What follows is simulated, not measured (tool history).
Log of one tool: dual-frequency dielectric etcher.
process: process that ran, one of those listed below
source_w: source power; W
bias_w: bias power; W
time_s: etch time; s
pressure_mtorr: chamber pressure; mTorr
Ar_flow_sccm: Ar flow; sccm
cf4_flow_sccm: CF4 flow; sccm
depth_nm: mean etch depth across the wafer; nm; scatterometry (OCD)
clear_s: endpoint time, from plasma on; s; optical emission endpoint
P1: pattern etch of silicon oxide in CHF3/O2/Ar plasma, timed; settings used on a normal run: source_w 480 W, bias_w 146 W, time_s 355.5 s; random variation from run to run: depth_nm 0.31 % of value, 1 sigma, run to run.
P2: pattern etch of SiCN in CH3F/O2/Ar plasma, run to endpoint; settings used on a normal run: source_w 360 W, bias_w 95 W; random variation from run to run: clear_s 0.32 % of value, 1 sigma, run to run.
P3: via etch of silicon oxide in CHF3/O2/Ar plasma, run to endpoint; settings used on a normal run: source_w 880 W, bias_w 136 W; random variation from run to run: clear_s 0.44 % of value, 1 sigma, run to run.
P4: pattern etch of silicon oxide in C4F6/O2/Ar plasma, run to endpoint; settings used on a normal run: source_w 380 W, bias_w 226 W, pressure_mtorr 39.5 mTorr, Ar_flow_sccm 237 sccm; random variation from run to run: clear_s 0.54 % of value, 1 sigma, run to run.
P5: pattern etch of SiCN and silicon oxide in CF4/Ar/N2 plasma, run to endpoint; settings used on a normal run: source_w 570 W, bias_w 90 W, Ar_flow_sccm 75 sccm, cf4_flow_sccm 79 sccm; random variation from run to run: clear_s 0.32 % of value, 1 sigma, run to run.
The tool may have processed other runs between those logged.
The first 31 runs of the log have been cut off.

run   hour  process  source_w  bias_w  time_s  pressure_mtorr  Ar_flow_sccm  cf4_flow_sccm  hours since the last wet clean  hours since the last source power generator calibration  hours since the last bias power generator calibration  depth_nm  clear_s
 32  191.6       P1       480     179   355.5                                                                        299.8                                                     1450                                                  110.8    649.21
 33  199.9       P5       570      90                                    75             79                           308.1                                                   1458.3                                                  119.1             12.124
 34  206.8       P1       480     146   355.5                                                                          315                                                   1465.2                                                    126    608.75
 35  211.7       P1       480     146   355.5                                                                        319.9                                                   1470.1                                                  130.9    604.91
 36  217.2       P1       480     146   355.5                                                                        325.4                                                   1475.6                                                  136.4    602.56
 37  222.1       P1       480     146   355.5                                                                        330.3                                                   1480.5                                                  141.3    601.28
     223.4  -- wet clean of the chamber
 38  227.2       P1       480     146   355.5                                                                          3.8                                                   1485.6                                                  146.4    603.28
 39  232.7       P1       480     146   355.5                                                                          9.3                                                   1491.1                                                  151.9    598.98

Forecast run 40:
 40  238.9       P1       480     146   355.5                                                                         15.5                                                   1497.3                                                  158.1         ?

Run 40 gave depth_nm 600.58 nm.
